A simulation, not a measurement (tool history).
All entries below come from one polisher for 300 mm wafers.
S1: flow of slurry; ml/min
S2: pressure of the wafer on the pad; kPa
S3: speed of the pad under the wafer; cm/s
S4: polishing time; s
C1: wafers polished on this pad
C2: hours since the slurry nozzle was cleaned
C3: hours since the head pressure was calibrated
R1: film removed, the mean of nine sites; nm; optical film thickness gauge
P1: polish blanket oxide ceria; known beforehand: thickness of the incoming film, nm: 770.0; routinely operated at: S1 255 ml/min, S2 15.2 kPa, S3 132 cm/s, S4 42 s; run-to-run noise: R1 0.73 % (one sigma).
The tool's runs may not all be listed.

{"run": 1, "hour": 9.4, "S1": 255, "S2": 15.2, "S3": 132, "S4": 42, "C1": 433, "C2": 104.9, "C3": 578.8, "R1": 187.04}
{"run": 2, "hour": 20.7, "S1": 255, "S2": 15.2, "S3": 132, "S4": 66, "C1": 540, "C2": 116.2, "C3": 590.1, "R1": 289.31}
{"run": 3, "hour": 31.7, "S1": 255, "S2": 22.8, "S3": 96, "S4": 42, "C1": 644, "C2": 127.2, "C3": 601.1, "R1": 202.45}
{"run": 4, "hour": 44.0, "S1": 255, "S2": 15.2, "S3": 132, "S4": 42, "C1": 760, "C2": 139.5, "C3": 613.4, "R1": 185.49}
{"run": 5, "hour": 56.0, "S1": 255, "S2": 18.6, "S3": 184, "S4": 42, "C1": 874, "C2": 151.5, "C3": 625.4, "R1": 320.35}
{"hour": 64.2, "done": "head pressure recalibrated"}
{"run": 6, "hour": 65.6, "S1": 255, "S2": 15.2, "S3": 132, "S4": 42, "C1": 965, "C2": 161.1, "C3": 1.4, "R1": 186.65}
{"run": 7, "hour": 77.6, "S1": 255, "S2": 6.9, "S3": 132, "S4": 42, "C1": 1079, "C2": 173.1, "C3": 13.4, "R1": 84.029}
{"run": 8, "hour": 85.0, "S1": 255, "S2": 15.2, "S3": 132, "S4": 19, "C1": 1149, "C2": 180.5, "C3": 20.8, "R1": 84.032}
{"hour": 94.0, "done": "worn pad replaced by a new one"}
{"run": 9, "hour": 98.5, "S1": 350, "S2": 15.2, "S3": 132, "S4": 42, "C1": 43, "C2": 194.0, "C3": 34.3, "R1": 192.97}
{"run": 10, "hour": 110.5, "S1": 255, "S2": 15.2, "S3": 60, "S4": 42, "C1": 156, "C2": 206.0, "C3": 46.3, "R1": 84.304}
{"run": 11, "hour": 122.8, "S1": 255, "S2": 15.2, "S3": 132, "S4": 42, "C1": 273, "C2": 218.3, "C3": 58.6, "R1": 185.53}
{"run": 12, "hour": 134.1, "S1": 255, "S2": 15.2, "S3": 186, "S4": 42, "C1": 380, "C2": 229.6, "C3": 69.9, "R1": 266.35}
{"run": 13, "hour": 149.3, "S1": 255, "S2": 15.2, "S3": 132, "S4": 42, "C1": 524, "C2": 244.8, "C3": 85.1, "R1": 184.76}
{"run": 14, "hour": 156.7, "S1": 255, "S2": 22.1, "S3": 132, "S4": 42, "C1": 594, "C2": 252.2, "C3": 92.5, "R1": 270.33}
{"run": 15, "hour": 170.2, "S1": 155, "S2": 15.2, "S3": 132, "S4": 42, "C1": 722, "C2": 265.7, "C3": 106.0, "R1": 176.87}
{"run": 16, "hour": 184.0, "S1": 255, "S2": 15.2, "S3": 132, "S4": 42, "C1": 853, "C2": 279.5, "C3": 119.8, "R1": 185.91}

Run 17, settings as shown, results not yet in. Your forecast:
{"run": 17, "hour": 195.0, "S1": 255, "S2": 15.2, "S3": 132, "S4": 42, "C1": 957, "C2": 290.5, "C3": 130.8, "R1": "?"}

For run 17 the tool returned R1 182.150 nm.
